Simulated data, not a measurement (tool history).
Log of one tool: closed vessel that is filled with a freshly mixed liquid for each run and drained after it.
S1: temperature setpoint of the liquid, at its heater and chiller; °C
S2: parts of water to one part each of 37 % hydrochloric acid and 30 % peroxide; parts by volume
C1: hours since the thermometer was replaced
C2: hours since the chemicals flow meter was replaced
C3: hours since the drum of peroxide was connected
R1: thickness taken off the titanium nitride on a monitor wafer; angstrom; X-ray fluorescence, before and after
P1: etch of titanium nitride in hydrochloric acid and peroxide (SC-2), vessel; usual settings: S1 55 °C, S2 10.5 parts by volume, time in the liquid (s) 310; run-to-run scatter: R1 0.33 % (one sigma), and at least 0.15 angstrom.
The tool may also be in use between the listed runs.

{"run": 1, "hour": 6.6, "S1": 55, "S2": 10.5, "time in the liquid (s)": 310, "C1": 475.1, "C2": 1030.1, "C3": 778.4, "R1": 97.069}
{"run": 2, "hour": 16.9, "S1": 42.5, "S2": 10.5, "time in the liquid (s)": 530, "C1": 485.4, "C2": 1040.4, "C3": 788.7, "R1": 72.133}
{"run": 3, "hour": 27.3, "S1": 67, "S2": 10.5, "time in the liquid (s)": 310, "C1": 495.8, "C2": 1050.8, "C3": 799.1, "R1": 205.05}
{"run": 4, "hour": 32.5, "S1": 55, "S2": 10.5, "time in the liquid (s)": 310, "C1": 501, "C2": 1056, "C3": 804.3, "R1": 97.209}
{"hour": 39.2, "done": "chemicals flow meter replaced"}
{"run": 5, "hour": 41.0, "S1": 55, "S2": 4, "time in the liquid (s)": 310, "C1": 509.5, "C2": 1.8, "C3": 812.8, "R1": 202.56}
{"run": 6, "hour": 46.6, "S1": 55, "S2": 10.5, "time in the liquid (s)": 310, "C1": 515.1, "C2": 7.4, "C3": 818.4, "R1": 97.192}
{"run": 7, "hour": 54.6, "S1": 55, "S2": 18, "time in the liquid (s)": 310, "C1": 523.1, "C2": 15.4, "C3": 826.4, "R1": 60.687}
{"run": 8, "hour": 61.8, "S1": 55, "S2": 10.5, "time in the liquid (s)": 30, "C1": 530.3, "C2": 22.6, "C3": 833.6, "R1": 9.1272}
{"run": 9, "hour": 69.1, "S1": 42, "S2": 10.5, "time in the liquid (s)": 310, "C1": 537.6, "C2": 29.9, "C3": 840.9, "R1": 40.283}
{"run": 10, "hour": 75.9, "S1": 55, "S2": 10.5, "time in the liquid (s)": 550, "C1": 544.4, "C2": 36.7, "C3": 847.7, "R1": 173.12}
{"run": 11, "hour": 84.9, "S1": 55, "S2": 10.5, "time in the liquid (s)": 310, "C1": 553.4, "C2": 45.7, "C3": 856.7, "R1": 96.727}
{"run": 12, "hour": 93.4, "S1": 55, "S2": 10.5, "time in the liquid (s)": 310, "C1": 561.9, "C2": 54.2, "C3": 865.2, "R1": 96.859}
{"run": 13, "hour": 104.0, "S1": 55, "S2": 10.5, "time in the liquid (s)": 310, "C1": 572.5, "C2": 64.8, "C3": 875.8, "R1": 97.115}
{"run": 14, "hour": 110.1, "S1": 55, "S2": 10.5, "time in the liquid (s)": 310, "C1": 578.6, "C2": 70.9, "C3": 881.9, "R1": 94.082}
{"run": 15, "hour": 119.0, "S1": 55, "S2": 10.5, "time in the liquid (s)": 310, "C1": 587.5, "C2": 79.8, "C3": 890.8, "R1": 90.6}
{"run": 16, "hour": 124.8, "S1": 55, "S2": 10.5, "time in the liquid (s)": 310, "C1": 593.3, "C2": 85.6, "C3": 896.6, "R1": 90.18}
{"hour": 131.1, "done": "new drum of peroxide connected"}
{"run": 17, "hour": 134.1, "S1": 55, "S2": 10.5, "time in the liquid (s)": 310, "C1": 602.6, "C2": 94.9, "C3": 3, "R1": 88.678}
{"run": 18, "hour": 143.1, "S1": 55, "S2": 10.5, "time in the liquid (s)": 310, "C1": 611.6, "C2": 103.9, "C3": 12, "R1": 88.09}

Run 19 comes next. What will it give?
{"run": 19, "hour": 148.9, "S1": 55, "S2": 10.5, "time in the liquid (s)": 310, "C1": 617.4, "C2": 109.7, "C3": 17.8, "R1": "?"}

{"run 19": {"R1": 88.753}}
